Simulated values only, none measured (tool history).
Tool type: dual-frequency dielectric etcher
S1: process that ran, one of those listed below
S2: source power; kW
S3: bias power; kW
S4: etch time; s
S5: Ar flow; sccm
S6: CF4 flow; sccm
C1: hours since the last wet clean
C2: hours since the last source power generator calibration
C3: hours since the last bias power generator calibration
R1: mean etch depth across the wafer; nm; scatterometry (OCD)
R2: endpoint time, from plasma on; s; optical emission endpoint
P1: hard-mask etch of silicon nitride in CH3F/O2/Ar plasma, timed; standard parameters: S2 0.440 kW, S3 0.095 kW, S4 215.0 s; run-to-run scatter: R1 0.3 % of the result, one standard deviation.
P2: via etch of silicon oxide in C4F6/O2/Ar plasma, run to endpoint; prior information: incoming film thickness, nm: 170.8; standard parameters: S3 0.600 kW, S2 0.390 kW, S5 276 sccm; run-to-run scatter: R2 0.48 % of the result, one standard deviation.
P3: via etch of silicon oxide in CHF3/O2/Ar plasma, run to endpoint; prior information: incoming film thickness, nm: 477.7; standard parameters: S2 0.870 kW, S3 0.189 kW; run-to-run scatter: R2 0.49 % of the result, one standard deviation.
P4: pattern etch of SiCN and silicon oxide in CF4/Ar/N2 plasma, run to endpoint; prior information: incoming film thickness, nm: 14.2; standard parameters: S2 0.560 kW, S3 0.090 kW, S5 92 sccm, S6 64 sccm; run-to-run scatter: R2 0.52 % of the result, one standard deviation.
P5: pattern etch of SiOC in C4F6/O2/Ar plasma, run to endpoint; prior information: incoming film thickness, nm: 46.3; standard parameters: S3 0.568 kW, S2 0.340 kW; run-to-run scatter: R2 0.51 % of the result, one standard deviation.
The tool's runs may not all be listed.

run,day,S1,S2,S3,S4,S5,S6,C1,C2,C3,R1,R2
1,0.217,P1,0.440,0.095,215.0,,,180.4,606.2,440.3,174.07,
2,0.412,P5,0.340,0.770,,,,185.1,610.9,445.0,,13.2000
3,0.746,P1,0.440,0.057,147.0,,,193.1,618.9,453.0,100.59,
4,1.117,P1,0.440,0.095,215.0,,,202.0,627.8,461.9,175.57,
5,1.450,P1,0.440,0.127,297.0,,,210.0,635.8,469.9,268.61,
6,1.800,P5,0.340,0.568,,,,218.4,644.2,478.3,,15.1180
7,2.012,P1,0.440,0.095,215.0,,,223.5,649.3,483.4,175.09,
8,2.250,P1,0.440,0.075,286.5,,,229.2,655.0,489.1,215.13,
9,2.658,P1,0.440,0.095,215.0,,,239.0,664.8,498.9,176.07,
10,2.875,P1,0.440,0.095,280.0,,,244.2,670.0,504.1,228.54,
11,3.279,P4,0.560,0.090,,92,90,253.9,679.7,513.8,,12.1240
12,3.638,P3,0.870,0.149,,,,262.5,688.3,522.4,,229.2800
13,3.925,P3,1.230,0.189,,,,269.4,695.2,529.3,,187.0300
14,4.117,P4,0.560,0.056,,92,64,274.0,699.8,533.9,,14.7740
15,4.379,P2,0.390,0.600,,276,,280.3,706.1,540.2,,35.5430
16,4.679,P4,0.790,0.090,,92,64,287.5,713.3,547.4,,9.3506
# day 4.788: source power generator calibrated
17,4.929,P1,0.560,0.095,215.0,,,293.5,3.4,553.4,191.45,
18,5.158,P1,0.440,0.060,215.0,,,299.0,8.9,558.9,149.86,
19,5.362,P1,0.440,0.130,215.0,,,303.9,13.8,563.8,196.85,
20,5.742,P2,0.550,0.600,,276,,313.0,22.9,572.9,,31.0110
21,6.046,P3,0.870,0.189,,,,320.3,30.2,580.2,,211.6700
22,6.338,P4,0.560,0.090,,92,64,327.3,37.2,587.2,,12.5980
23,6.683,P2,0.390,0.600,,380,,335.6,45.5,595.5,,36.8580
24,7.012,P5,0.210,0.568,,,,343.5,53.4,603.4,,17.8790
25,7.317,P2,0.390,0.600,,276,,350.8,60.7,610.7,,35.4650
26,7.617,P5,0.340,0.568,,,,358.0,67.9,617.9,,15.0690
27,7.808,P1,0.310,0.095,215.0,,,362.6,72.5,622.5,153.58,

What will run 28 give?
28,8.133,P1,0.440,0.095,147.0,,,370.4,80.3,630.3,?,

R1: 119.48 nm
